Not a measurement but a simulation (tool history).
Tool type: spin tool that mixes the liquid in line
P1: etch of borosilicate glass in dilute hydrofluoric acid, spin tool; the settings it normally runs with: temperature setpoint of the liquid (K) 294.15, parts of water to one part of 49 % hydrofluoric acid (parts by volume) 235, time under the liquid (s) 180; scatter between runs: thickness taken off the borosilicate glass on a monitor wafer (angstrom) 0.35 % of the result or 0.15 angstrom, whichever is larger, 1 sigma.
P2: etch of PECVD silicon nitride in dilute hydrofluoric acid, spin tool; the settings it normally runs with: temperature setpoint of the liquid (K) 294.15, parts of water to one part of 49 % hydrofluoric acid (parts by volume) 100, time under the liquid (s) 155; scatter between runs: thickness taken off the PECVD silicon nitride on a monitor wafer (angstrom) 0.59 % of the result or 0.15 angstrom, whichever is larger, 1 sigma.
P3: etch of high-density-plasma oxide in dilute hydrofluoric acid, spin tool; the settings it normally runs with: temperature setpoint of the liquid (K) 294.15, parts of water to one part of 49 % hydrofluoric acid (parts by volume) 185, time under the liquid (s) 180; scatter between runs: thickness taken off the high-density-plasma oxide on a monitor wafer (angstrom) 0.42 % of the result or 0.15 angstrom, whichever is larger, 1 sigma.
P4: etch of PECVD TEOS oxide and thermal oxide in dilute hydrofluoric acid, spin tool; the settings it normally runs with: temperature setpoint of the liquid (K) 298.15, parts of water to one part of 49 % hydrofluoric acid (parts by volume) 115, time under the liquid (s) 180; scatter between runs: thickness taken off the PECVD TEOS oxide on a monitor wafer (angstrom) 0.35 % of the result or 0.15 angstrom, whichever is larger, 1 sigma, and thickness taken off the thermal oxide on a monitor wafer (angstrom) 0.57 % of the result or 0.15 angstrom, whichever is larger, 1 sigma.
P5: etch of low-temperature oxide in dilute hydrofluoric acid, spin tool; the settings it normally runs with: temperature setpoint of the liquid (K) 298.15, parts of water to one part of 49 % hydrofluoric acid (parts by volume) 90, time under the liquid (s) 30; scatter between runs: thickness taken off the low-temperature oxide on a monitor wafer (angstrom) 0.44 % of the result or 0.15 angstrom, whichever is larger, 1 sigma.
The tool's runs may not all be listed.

run	hour	process that ran	temperature setpoint of the liquid (K)	parts of water to one part of 49 % hydrofluoric acid (parts by volume)	time under the liquid (s)	hours since the thermometer was replaced	hours since the hydrofluoric acid flow meter was replaced	thickness taken off the borosilicate glass on a monitor wafer (angstrom)	thickness taken off the high-density-plasma oxide on a monitor wafer (angstrom)	thickness taken off the PECVD TEOS oxide on a monitor wafer (angstrom)	thickness taken off the thermal oxide on a monitor wafer (angstrom)	thickness taken off the low-temperature oxide on a monitor wafer (angstrom)	thickness taken off the PECVD silicon nitride on a monitor wafer (angstrom)
1	9.7	P1	294.15	235	180	392.4	1245.4	217.64					
2	23.5	P3	294.15	185	355	406.2	1259.2		112.29				
3	37	P4	298.15	115	355	419.7	1272.7			651.94	154.41		
4	46.3	P3	290.15	185	180	429	1282		48.363				
5	60.7	P3	294.15	185	180	443.4	1296.4		56.416				
6	67.7	P5	298.15	90	15	450.4	1303.4					41.366	
7	77.4	P5	298.15	90	30	460.1	1313.1					82.182	
8	84.5	P2	294.15	100	265	467.2	1320.2						73.691
9	95.5	P1	294.15	235	335	478.2	1331.2	404.95					
10	106.4	P5	292.65	90	30	489.1	1342.1					65.815	
11	120.2	P1	294.15	235	180	502.9	1355.9	218.23					
12	134.7	P1	294.15	235	180	517.4	1370.4	219.37					
13	141.9	P1	294.15	235	15	524.6	1377.6	18.378					
14	153.9	P2	294.15	100	155	536.6	1389.6						43.366
15	165.8	P1	294.15	340	180	548.5	1401.5	137.25					
16	176.4	P1	290.15	385	180	559.1	1412.1	100.62					
17	187.9	P1	294.15	235	180	570.6	1423.6	218.46					
18	195.9	P1	294.15	235	180	578.6	1431.6	219.94					
19	209.9	P1	294.15	235	180	592.6	1445.6	219.53					
20	219.5	P5	298.15	90	30	602.2	1455.2					82.402	
21	230	P1	290.15	235	180	612.7	1465.7	187.31					
22	239.9	P4	298.15	115	180	622.6	1475.6			328.74	78.047		
23	248	P3	294.15	280	180	630.7	1483.7		34.501				
24	255.5	P4	298.15	20	180	638.2	1491.2			2159.8	507.36		
25	266.5	P2	294.15	150	155	649.2	1502.2						29.384
26	277.5	P2	290.15	100	155	660.2	1513.2						32.879
27	289.7	P4	290.65	115	180	672.4	1525.4			242.81	57.71		
28	297.2	P1	302.15	235	180	679.9	1532.9	290.56					
29	304.3	P5	298.15	40	30	687	1540					198.71	
30	314.3	P1	294.15	330	320	697	1550	252.39					
31	329.1	P1	294.15	80	180	711.8	1564.8	758.76					
32	338.8	P1	294.15	235	180	721.5	1574.5	218.93					
33	345.1	P1	294.15	235	180	727.8	1580.8	214.96					
34	356.1	P1	294.15	235	180	738.8	1591.8	209.01					
35	366.6	P1	294.15	235	180	749.3	1602.3	206.92					
36	380.7	P1	294.15	235	180	763.4	1616.4	204.55					

The next listed run, before its measurement:
37	387.5	P1	294.15	235	180	770.2	1623.2	?					

thickness taken off the borosilicate glass on a monitor wafer (angstrom): 205.01
